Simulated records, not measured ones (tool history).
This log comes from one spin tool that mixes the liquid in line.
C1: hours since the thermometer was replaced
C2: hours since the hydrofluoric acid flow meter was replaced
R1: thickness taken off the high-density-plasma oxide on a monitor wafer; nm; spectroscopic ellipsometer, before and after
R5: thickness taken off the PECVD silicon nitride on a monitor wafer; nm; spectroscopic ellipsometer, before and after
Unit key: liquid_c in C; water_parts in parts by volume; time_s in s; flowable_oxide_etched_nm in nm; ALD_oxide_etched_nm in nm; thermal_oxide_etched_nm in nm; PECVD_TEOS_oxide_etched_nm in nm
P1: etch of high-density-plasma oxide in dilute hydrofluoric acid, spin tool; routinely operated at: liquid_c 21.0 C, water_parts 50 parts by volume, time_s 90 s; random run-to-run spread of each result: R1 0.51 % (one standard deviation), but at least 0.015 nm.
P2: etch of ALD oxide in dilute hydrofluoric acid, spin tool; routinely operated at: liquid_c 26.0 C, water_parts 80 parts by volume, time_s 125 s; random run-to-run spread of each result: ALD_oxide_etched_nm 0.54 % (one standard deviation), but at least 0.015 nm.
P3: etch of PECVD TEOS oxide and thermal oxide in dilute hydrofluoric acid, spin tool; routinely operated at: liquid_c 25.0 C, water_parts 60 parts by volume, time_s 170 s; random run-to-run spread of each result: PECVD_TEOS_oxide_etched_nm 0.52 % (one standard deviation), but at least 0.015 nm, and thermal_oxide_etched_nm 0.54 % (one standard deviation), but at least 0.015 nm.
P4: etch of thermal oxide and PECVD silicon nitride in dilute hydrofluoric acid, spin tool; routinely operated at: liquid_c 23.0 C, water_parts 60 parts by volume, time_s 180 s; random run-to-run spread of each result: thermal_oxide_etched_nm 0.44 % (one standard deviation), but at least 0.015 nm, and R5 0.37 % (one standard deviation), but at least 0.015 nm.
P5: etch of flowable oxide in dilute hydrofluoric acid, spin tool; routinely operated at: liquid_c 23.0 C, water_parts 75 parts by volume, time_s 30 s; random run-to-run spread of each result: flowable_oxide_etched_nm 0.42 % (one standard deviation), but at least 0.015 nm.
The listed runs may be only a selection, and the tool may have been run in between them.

Run 1, day 0.262: process P1, liquid_c 21.0 C, water_parts 50 parts by volume, time_s 90 s; C1 579.3; C2 288.3. Result: R1 8.7286 nm.
Run 2, day 0.521: process P5, liquid_c 17.0 C, water_parts 75 parts by volume, time_s 30 s; C1 585.5; C2 294.5. Result: flowable_oxide_etched_nm 11.988 nm.
Run 3, day 0.642: process P2, liquid_c 26.0 C, water_parts 80 parts by volume, time_s 125 s; C1 588.4; C2 297.4. Result: ALD_oxide_etched_nm 27.624 nm.
Run 4, day 0.904: process P1, liquid_c 21.0 C, water_parts 80 parts by volume, time_s 90 s; C1 594.7; C2 303.7. Result: R1 5.2710 nm.
Run 5, day 1.071: process P4, liquid_c 23.0 C, water_parts 60 parts by volume, time_s 180 s; C1 598.7; C2 307.7. Result: thermal_oxide_etched_nm 14.483 nm, R5 8.77200 nm.
Run 6, day 1.317: process P2, liquid_c 26.0 C, water_parts 80 parts by volume, time_s 125 s; C1 604.6; C2 313.6. Result: ALD_oxide_etched_nm 27.537 nm.
At day 1.325: thermometer replaced.
Run 7, day 1.588: process P3, liquid_c 25.0 C, water_parts 60 parts by volume, time_s 170 s; C1 6.4; C2 320.1. Result: thermal_oxide_etched_nm 15.068 nm, PECVD_TEOS_oxide_etched_nm 25.941 nm.
Run 8, day 1.812: process P1, liquid_c 21.0 C, water_parts 50 parts by volume, time_s 90 s; C1 11.8; C2 325.5. Result: R1 8.7045 nm.
Run 9, day 1.992: process P5, liquid_c 23.0 C, water_parts 75 parts by volume, time_s 30 s; C1 16.1; C2 329.8. Result: flowable_oxide_etched_nm 15.450 nm.
Run 10, day 2.146: process P2, liquid_c 26.0 C, water_parts 80 parts by volume, time_s 230 s; C1 19.8; C2 333.5. Result: ALD_oxide_etched_nm 51.069 nm.
Run 11, day 2.383: process P3, liquid_c 25.0 C, water_parts 60 parts by volume, time_s 300 s; C1 25.5; C2 339.2. Result: thermal_oxide_etched_nm 26.273 nm, PECVD_TEOS_oxide_etched_nm 46.169 nm.
Run 12, day 2.650: process P4, liquid_c 23.0 C, water_parts 60 parts by volume, time_s 20 s; C1 31.9; C2 345.6. Result: thermal_oxide_etched_nm 1.617 nm, R5 0.96441 nm.
Run 13, day 2.925: process P5, liquid_c 23.0 C, water_parts 75 parts by volume, time_s 60 s; C1 38.5; C2 352.2. Result: flowable_oxide_etched_nm 30.763 nm.
Run 14, day 3.196: process P4, liquid_c 23.0 C, water_parts 30 parts by volume, time_s 180 s; C1 45.0; C2 358.7. Result: thermal_oxide_etched_nm 29.951 nm, R5 17.21200 nm.
Run 15, day 3.475: process P1, liquid_c 27.5 C, water_parts 50 parts by volume, time_s 90 s; C1 51.7; C2 365.4. Result: R1 11.3730 nm.
Run 16, day 3.650: process P1, liquid_c 17.5 C, water_parts 50 parts by volume, time_s 15 s; C1 55.9; C2 369.6. Result: R1 1.2490 nm.
Run 17, day 3.871: process P3, liquid_c 19.5 C, water_parts 60 parts by volume, time_s 170 s; C1 61.2; C2 374.9. Result: thermal_oxide_etched_nm 11.921 nm, PECVD_TEOS_oxide_etched_nm 20.707 nm.
Run 18, day 4.042: process P1, liquid_c 17.0 C, water_parts 85 parts by volume, time_s 90 s; C1 65.3; C2 379.0. Result: R1 4.1663 nm.
Run 19, day 4.238: process P4, liquid_c 23.0 C, water_parts 60 parts by volume, time_s 180 s; C1 70.0; C2 383.7. Result: thermal_oxide_etched_nm 14.445 nm, R5 8.72650 nm.
Run 20, day 4.383: process P1, liquid_c 21.0 C, water_parts 20 parts by volume, time_s 90 s; C1 73.5; C2 387.2. Result: R1 22.8930 nm.
Run 21, day 4.608: process P2, liquid_c 26.0 C, water_parts 115 parts by volume, time_s 125 s; C1 78.9; C2 392.6. Result: ALD_oxide_etched_nm 18.273 nm.
Run 22, day 4.850: process P4, liquid_c 28.0 C, water_parts 60 parts by volume, time_s 180 s; C1 84.7; C2 398.4. Result: thermal_oxide_etched_nm 17.794 nm, R5 12.19600 nm.
Run 23, day 5.125: process P1, liquid_c 21.0 C, water_parts 50 parts by volume, time_s 90 s; C1 91.3; C2 405.0. Result: R1 8.7292 nm.
Run 24, day 5.279: process P5, liquid_c 23.0 C, water_parts 75 parts by volume, time_s 30 s; C1 95.0; C2 408.7. Result: flowable_oxide_etched_nm 15.593 nm.
Run 25, day 5.508: process P1, liquid_c 21.0 C, water_parts 50 parts by volume, time_s 90 s; C1 100.5; C2 414.2. Result: R1 8.7554 nm.
Run 26, day 5.712: process P1, liquid_c 21.0 C, water_parts 50 parts by volume, time_s 15 s; C1 105.4; C2 419.1. Result: R1 1.4685 nm.
Run 27, day 5.933: process P1, liquid_c 21.0 C, water_parts 50 parts by volume, time_s 180 s; C1 110.7; C2 424.4. Result: R1 17.4920 nm.
Run 28, day 6.088: process P1, liquid_c 17.0 C, water_parts 50 parts by volume, time_s 90 s; C1 114.4; C2 428.1. Result: R1 7.3266 nm.
Run 29, day 6.258: process P5, liquid_c 23.0 C, water_parts 40 parts by volume, time_s 30 s; C1 118.5; C2 432.2. Result: flowable_oxide_etched_nm 30.241 nm.
Run 30, day 6.442: process P3, liquid_c 25.0 C, water_parts 85 parts by volume, time_s 170 s; C1 122.9; C2 436.6. Result: thermal_oxide_etched_nm 10.156 nm, PECVD_TEOS_oxide_etched_nm 17.723 nm.
Run 31, day 6.683: process P2, liquid_c 33.0 C, water_parts 80 parts by volume, time_s 125 s; C1 128.7; C2 442.4. Result: ALD_oxide_etched_nm 36.033 nm.
Run 32, day 6.854: process P1, liquid_c 21.0 C, water_parts 50 parts by volume, time_s 90 s; C1 132.8; C2 446.5. Result: R1 8.7975 nm.
Run 33, day 7.083: process P1, liquid_c 21.0 C, water_parts 50 parts by volume, time_s 90 s; C1 138.3; C2 452.0. Result: R1 9.1422 nm.
Run 34, day 7.267: process P1, liquid_c 21.0 C, water_parts 50 parts by volume, time_s 90 s; C1 142.7; C2 456.4. Result: R1 9.5315 nm.
Run 35, day 7.442: process P1, liquid_c 21.0 C, water_parts 50 parts by volume, time_s 90 s; C1 146.9; C2 460.6. Result: R1 9.5032 nm.
Run 36, day 7.600: process P1, liquid_c 21.0 C, water_parts 50 parts by volume, time_s 90 s; C1 150.7; C2 464.4. Result: R1 9.6419 nm.
Run 37, day 7.721: process P1, liquid_c 21.0 C, water_parts 50 parts by volume, time_s 90 s; C1 153.6; C2 467.3. Result: R1 9.6734 nm.
Run 38, day 7.975: process P1, liquid_c 21.0 C, water_parts 50 parts by volume, time_s 90 s; C1 159.7; C2 473.4. Result: R1 9.7420 nm.
Run 39, day 8.121: process P1, liquid_c 21.0 C, water_parts 50 parts by volume, time_s 90 s; C1 163.2; C2 476.9. Result: R1 9.6816 nm.
Run 40, day 8.312: process P1, liquid_c 21.0 C, water_parts 50 parts by volume, time_s 90 s; C1 167.8; C2 481.5. Result: R1 9.6564 nm.

The log shows P1 creeping away from where it was. Any of the 2 causes listed here, at the size stated for it, fits the log just as well as the others:
A: liquid hotter than its thermometer reads (K) = 2.44
B: hydrofluoric acid flow above the setpoint (%) = 10.1
The onset of the drift is placed at about day 6.854.

Below are 4 check runs, each on a single wafer, with their results shown as question marks. Which of them would tell the listed causes apart, meaning the causes would give clearly different results under it?
Run check 1, day 8.504: process P5, liquid_c 23.0 C, water_parts 75 parts by volume, time_s 30 s. Result: flowable_oxide_etched_nm ?.
Run check 2, day 8.504: process P3, liquid_c 25.0 C, water_parts 60 parts by volume, time_s 170 s. Result: thermal_oxide_etched_nm ?, PECVD_TEOS_oxide_etched_nm ?.
Run check 3, day 8.504: process P4, liquid_c 23.0 C, water_parts 60 parts by volume, time_s 180 s. Result: thermal_oxide_etched_nm ?, R5 ?.
Run check 4, day 8.504: process P2, liquid_c 26.0 C, water_parts 80 parts by volume, time_s 125 s. Result: ALD_oxide_etched_nm ?.

Predicted outcomes, by check and by cause:
  check                      result      if A     if B
check 1    flowable_oxide_etched_nm    17.107   17.219
check 2     thermal_oxide_etched_nm    16.417   16.511
check 2  PECVD_TEOS_oxide_etched_nm    28.754   28.919
check 3     thermal_oxide_etched_nm    15.971   16.031
check 3                          R5  10.32200  9.63000
check 4         ALD_oxide_etched_nm    30.301   30.626
Gap, in per cent, between the two causes that each check separates least, read from the result that separates them most: check 1 0.65 %; check 2 0.57 %; check 3 6.94 %; check 4 1.06 %
Check 3 distinguishes between the causes, while the remaining checks would return nearly the same result for all of them.

Then check 3 was run and gave: thermal_oxide_etched_nm 16.016 nm; R5 9.67450 nm. Which cause is it?

B is the cause: hydrofluoric acid flow above the setpoint (%).
